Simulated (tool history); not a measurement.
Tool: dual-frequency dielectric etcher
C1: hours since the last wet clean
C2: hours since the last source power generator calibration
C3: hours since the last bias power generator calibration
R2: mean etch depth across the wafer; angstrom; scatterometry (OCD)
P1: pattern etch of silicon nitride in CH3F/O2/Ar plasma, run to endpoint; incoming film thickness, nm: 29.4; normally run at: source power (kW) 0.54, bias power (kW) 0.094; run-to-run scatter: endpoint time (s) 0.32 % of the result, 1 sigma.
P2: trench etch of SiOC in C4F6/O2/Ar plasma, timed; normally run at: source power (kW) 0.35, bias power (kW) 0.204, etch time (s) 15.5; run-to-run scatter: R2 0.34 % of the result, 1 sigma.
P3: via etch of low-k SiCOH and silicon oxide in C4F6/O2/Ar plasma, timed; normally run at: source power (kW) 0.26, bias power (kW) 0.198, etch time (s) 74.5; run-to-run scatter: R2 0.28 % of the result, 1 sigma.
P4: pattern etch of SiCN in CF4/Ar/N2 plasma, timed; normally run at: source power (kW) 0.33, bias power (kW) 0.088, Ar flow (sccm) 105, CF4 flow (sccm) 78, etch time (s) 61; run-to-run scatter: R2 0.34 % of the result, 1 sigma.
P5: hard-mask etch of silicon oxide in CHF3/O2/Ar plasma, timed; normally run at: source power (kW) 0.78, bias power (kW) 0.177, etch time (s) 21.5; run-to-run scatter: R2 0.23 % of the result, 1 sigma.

run 1 hour=8.6 | process_that_ran=P1 source_power_(kW)=0.54 bias_power_(kW)=0.094 | C1=87.7 C2=2623.8 C3=470.1 | endpoint_time_(s)=35.112
run 2 hour=22.9 | process_that_ran=P4 source_power_(kW)=0.2 bias_power_(kW)=0.088 Ar_flow_(sccm)=105 CF4_flow_(sccm)=78 etch_time_(s)=61 | C1=102 C2=2638.1 C3=484.4 | R2=277.6
run 3 hour=32.8 | process_that_ran=P4 source_power_(kW)=0.33 bias_power_(kW)=0.088 Ar_flow_(sccm)=105 CF4_flow_(sccm)=78 etch_time_(s)=61 | C1=111.9 C2=2648 C3=494.3 | R2=430.28
-- hour=36.9 source power generator calibrated
run 4 hour=41.1 | process_that_ran=P5 source_power_(kW)=0.78 bias_power_(kW)=0.177 etch_time_(s)=21.5 | C1=120.2 C2=4.2 C3=502.6 | R2=483.44
run 5 hour=52.8 | process_that_ran=P5 source_power_(kW)=0.78 bias_power_(kW)=0.177 etch_time_(s)=30 | C1=131.9 C2=15.9 C3=514.3 | R2=677.47
run 6 hour=67.9 | process_that_ran=P2 source_power_(kW)=0.46 bias_power_(kW)=0.204 etch_time_(s)=15.5 | C1=147 C2=31 C3=529.4 | R2=342.99
run 7 hour=79.3 | process_that_ran=P3 source_power_(kW)=0.26 bias_power_(kW)=0.198 etch_time_(s)=74.5 | C1=158.4 C2=42.4 C3=540.8 | R2=1783.5
run 8 hour=87.2 | process_that_ran=P1 source_power_(kW)=0.36 bias_power_(kW)=0.094 | C1=166.3 C2=50.3 C3=548.7 | endpoint_time_(s)=40.843
run 9 hour=94.1 | process_that_ran=P5 source_power_(kW)=0.78 bias_power_(kW)=0.218 etch_time_(s)=21.5 | C1=173.2 C2=57.2 C3=555.6 | R2=521.62
run 10 hour=102 | process_that_ran=P1 source_power_(kW)=0.67 bias_power_(kW)=0.094 | C1=181.1 C2=65.1 C3=563.5 | endpoint_time_(s)=32.396
run 11 hour=117.1 | process_that_ran=P1 source_power_(kW)=0.45 bias_power_(kW)=0.117 | C1=196.2 C2=80.2 C3=578.6 | endpoint_time_(s)=34.78
run 12 hour=128.4 | process_that_ran=P4 source_power_(kW)=0.33 bias_power_(kW)=0.088 Ar_flow_(sccm)=105 CF4_flow_(sccm)=78 etch_time_(s)=33.5 | C1=207.5 C2=91.5 C3=589.9 | R2=237.04
run 13 hour=138.2 | process_that_ran=P2 source_power_(kW)=0.35 bias_power_(kW)=0.204 etch_time_(s)=15.5 | C1=217.3 C2=101.3 C3=599.7 | R2=306.89
run 14 hour=151.8 | process_that_ran=P3 source_power_(kW)=0.34 bias_power_(kW)=0.198 etch_time_(s)=74.5 | C1=230.9 C2=114.9 C3=613.3 | R2=1981.1
run 15 hour=163.3 | process_that_ran=P1 source_power_(kW)=0.54 bias_power_(kW)=0.094 | C1=242.4 C2=126.4 C3=624.8 | endpoint_time_(s)=35.247
run 16 hour=175.9 | process_that_ran=P1 source_power_(kW)=0.54 bias_power_(kW)=0.094 | C1=255 C2=139 C3=637.4 | endpoint_time_(s)=35.059
run 17 hour=185.9 | process_that_ran=P1 source_power_(kW)=0.54 bias_power_(kW)=0.094 | C1=265 C2=149 C3=647.4 | endpoint_time_(s)=35.214
run 18 hour=199.1 | process_that_ran=P1 source_power_(kW)=0.54 bias_power_(kW)=0.06 | C1=278.2 C2=162.2 C3=660.6 | endpoint_time_(s)=41.013
run 19 hour=206.8 | process_that_ran=P5 source_power_(kW)=0.78 bias_power_(kW)=0.177 etch_time_(s)=21.5 | C1=285.9 C2=169.9 C3=668.3 | R2=482.4
run 20 hour=215.1 | process_that_ran=P4 source_power_(kW)=0.33 bias_power_(kW)=0.059 Ar_flow_(sccm)=105 CF4_flow_(sccm)=78 etch_time_(s)=61 | C1=294.2 C2=178.2 C3=676.6 | R2=376.61
run 21 hour=229.4 | process_that_ran=P3 source_power_(kW)=0.26 bias_power_(kW)=0.198 etch_time_(s)=74.5 | C1=308.5 C2=192.5 C3=690.9 | R2=1791.3
run 22 hour=243.9 | process_that_ran=P2 source_power_(kW)=0.35 bias_power_(kW)=0.204 etch_time_(s)=11.5 | C1=323 C2=207 C3=705.4 | R2=228.61
run 23 hour=256 | process_that_ran=P3 source_power_(kW)=0.26 bias_power_(kW)=0.198 etch_time_(s)=108 | C1=335.1 C2=219.1 C3=717.5 | R2=2598.8
run 24 hour=265 | process_that_ran=P2 source_power_(kW)=0.35 bias_power_(kW)=0.288 etch_time_(s)=15.5 | C1=344.1 C2=228.1 C3=726.5 | R2=346.87
run 25 hour=273.4 | process_that_ran=P1 source_power_(kW)=0.54 bias_power_(kW)=0.094 | C1=352.5 C2=236.5 C3=734.9 | endpoint_time_(s)=35.163
run 26 hour=287.8 | process_that_ran=P1 source_power_(kW)=0.54 bias_power_(kW)=0.094 | C1=366.9 C2=250.9 C3=749.3 | endpoint_time_(s)=35.2
run 27 hour=296.8 | process_that_ran=P3 source_power_(kW)=0.26 bias_power_(kW)=0.278 etch_time_(s)=74.5 | C1=375.9 C2=259.9 C3=758.3 | R2=2013.1
run 28 hour=310.8 | process_that_ran=P4 source_power_(kW)=0.33 bias_power_(kW)=0.088 Ar_flow_(sccm)=134 CF4_flow_(sccm)=78 etch_time_(s)=61 | C1=389.9 C2=273.9 C3=772.3 | R2=417.81
run 29 hour=317.4 | process_that_ran=P1 source_power_(kW)=0.54 bias_power_(kW)=0.13 | C1=396.5 C2=280.5 C3=778.9 | endpoint_time_(s)=31.17
run 30 hour=329.2 | process_that_ran=P4 source_power_(kW)=0.33 bias_power_(kW)=0.088 Ar_flow_(sccm)=105 CF4_flow_(sccm)=46 etch_time_(s)=61 | C1=408.3 C2=292.3 C3=790.7 | R2=403.67
run 31 hour=341.9 | process_that_ran=P5 source_power_(kW)=0.98 bias_power_(kW)=0.177 etch_time_(s)=21.5 | C1=421 C2=305 C3=803.4 | R2=529.19
run 32 hour=349.3 | process_that_ran=P1 source_power_(kW)=0.54 bias_power_(kW)=0.094 | C1=428.4 C2=312.4 C3=810.8 | endpoint_time_(s)=35.216
run 33 hour=357.7 | process_that_ran=P1 source_power_(kW)=0.54 bias_power_(kW)=0.094 | C1=436.8 C2=320.8 C3=819.2 | endpoint_time_(s)=35.238
run 34 hour=364.6 | process_that_ran=P1 source_power_(kW)=0.54 bias_power_(kW)=0.094 | C1=443.7 C2=327.7 C3=826.1 | endpoint_time_(s)=35.444
run 35 hour=374.4 | process_that_ran=P1 source_power_(kW)=0.54 bias_power_(kW)=0.094 | C1=453.5 C2=337.5 C3=835.9 | endpoint_time_(s)=35.642
-- hour=381.6 wet clean of the chamber
run 36 hour=383.2 | process_that_ran=P1 source_power_(kW)=0.54 bias_power_(kW)=0.094 | C1=1.6 C2=346.3 C3=844.7 | endpoint_time_(s)=35.713
run 37 hour=395.2 | process_that_ran=P1 source_power_(kW)=0.54 bias_power_(kW)=0.094 | C1=13.6 C2=358.3 C3=856.7 | endpoint_time_(s)=35.802
run 38 hour=403.5 | process_that_ran=P1 source_power_(kW)=0.54 bias_power_(kW)=0.094 | C1=21.9 C2=366.6 C3=865 | endpoint_time_(s)=35.695
run 39 hour=416.5 | process_that_ran=P1 source_power_(kW)=0.54 bias_power_(kW)=0.094 | C1=34.9 C2=379.6 C3=878 | endpoint_time_(s)=35.854

What P1 gives has crept away from where it was. These 2 causes fit the log equally well, each at the size given:
A: source power that arrives under what is set, % = 4.15
B: bias power that arrives under what is set, % = 4.4
The creep began at about hour 349.3.
Why every other cause is out:
chamber walls in a state that lowers the etch rate, %: serviced at hour 381.6, which brought nothing back

4 check runs are offered, each on 2 wafers whose results are averaged, their results left as question marks. Which one tells the causes apart?
run check 1 hour=429.5 | process_that_ran=P5 source_power_(kW)=0.78 bias_power_(kW)=0.177 etch_time_(s)=21.5 | R2=?
run check 2 hour=429.5 | process_that_ran=P3 source_power_(kW)=0.26 bias_power_(kW)=0.198 etch_time_(s)=74.5 | R2=?
run check 3 hour=429.5 | process_that_ran=P2 source_power_(kW)=0.35 bias_power_(kW)=0.204 etch_time_(s)=15.5 | R2=?
run check 4 hour=429.5 | process_that_ran=P4 source_power_(kW)=0.33 bias_power_(kW)=0.088 Ar_flow_(sccm)=105 CF4_flow_(sccm)=78 etch_time_(s)=61 | R2=?

What each check would give under each cause:
check=check_1 result=R2 if_A=476.82 if_B=477.58
check=check_2 result=R2 if_A=1758.8 if_B=1761.2
check=check_3 result=R2 if_A=303.16 if_B=303.66
check=check_4 result=R2 if_A=415.94 if_B=424.6
How far apart the two closest causes lie, in the result that separates them most: check 1 0.16 %; check 2 0.14 %; check 3 0.16 %; check 4 2.06 %
Only check 4 tells the causes apart: in the others they would give nearly the same result.

Then check 4 was run and gave: R2 426.01 angstrom. Which cause is it?

It is B: bias power that arrives under what is set, %.

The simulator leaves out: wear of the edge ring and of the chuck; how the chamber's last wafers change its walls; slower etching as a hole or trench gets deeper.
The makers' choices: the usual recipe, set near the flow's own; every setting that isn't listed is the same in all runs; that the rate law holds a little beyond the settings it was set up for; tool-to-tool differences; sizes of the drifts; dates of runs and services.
